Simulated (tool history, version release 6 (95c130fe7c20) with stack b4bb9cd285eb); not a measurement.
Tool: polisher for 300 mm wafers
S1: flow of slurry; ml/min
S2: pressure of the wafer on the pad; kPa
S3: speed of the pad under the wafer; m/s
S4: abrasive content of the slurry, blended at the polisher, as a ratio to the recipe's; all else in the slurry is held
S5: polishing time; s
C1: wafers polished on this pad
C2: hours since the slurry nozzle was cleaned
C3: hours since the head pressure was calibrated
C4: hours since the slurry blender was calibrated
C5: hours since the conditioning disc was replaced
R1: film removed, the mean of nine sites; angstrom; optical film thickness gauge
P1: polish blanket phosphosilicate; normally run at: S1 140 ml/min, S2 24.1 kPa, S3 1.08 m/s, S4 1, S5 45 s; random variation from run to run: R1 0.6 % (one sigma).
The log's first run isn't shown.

run   hour   S1    S2    S3    S4  S5    C1     C2     C3     C4     C5      R1
  2   12.1  140  24.1  1.08  1.35  45   522  685.4    435  174.6  263.8  4835.3
  3   24.6  140  24.1  1.08     1  70   607  697.9  447.5  187.1  276.3  6613.3
  4   36.7  140  34.5  1.08   0.6  45   689    710  459.6  199.2  288.4  4644.5
  5   46.7  170  24.1  1.08     1  33   757    720  469.6  209.2  298.4  3191.6
  6   55.5  140  24.1  1.08     1  45   817  728.8  478.4    218  307.2  4236.9
        61  -- conditioning disc replaced and pad reconditioned
  7   67.8  140  24.1  1.08   0.6  45   900  741.1  490.7  230.3    6.8  3275.3
  8   75.5  140  24.1  1.08     1  45   953  748.8  498.4    238   14.5  4288.6
  9   85.9  140  24.1  0.58     1  45  1023  759.2  508.8  248.4   24.9  2584.1
 10   91.4  140  24.1  1.08     1  25  1061  764.7  514.3  253.9   30.4  2337.7
 11  103.9  185  24.1  1.08     1  45  1146  777.2  526.8  266.4   42.9  4421.8
 12  113.2  140    11  1.08     1  45  1209  786.5  536.1  275.7   52.2  1945.7
 13    124  140  24.1  1.08     1  45  1282  797.3  546.9  286.5     63  4255.8
 14  132.2  140  37.2  1.08     1  45  1338  805.5  555.1  294.7   71.2  6596.4
 15    144   85  24.1  1.08     1  45  1418  817.3  566.9  306.5     83  3784.7
 16  155.4  140  24.1  1.68     1  45  1495  828.7  578.3  317.9   94.4    6064
 17  161.4  140  24.1  1.36  0.75  45  1536  834.7  584.3  323.9  100.4  4416.8

Forecast run 18:
 18  169.1  140  24.1  1.08   1  45  1588  842.4  592  331.6  108.1   ?

{"run 18": {"R1": 4234.4}}

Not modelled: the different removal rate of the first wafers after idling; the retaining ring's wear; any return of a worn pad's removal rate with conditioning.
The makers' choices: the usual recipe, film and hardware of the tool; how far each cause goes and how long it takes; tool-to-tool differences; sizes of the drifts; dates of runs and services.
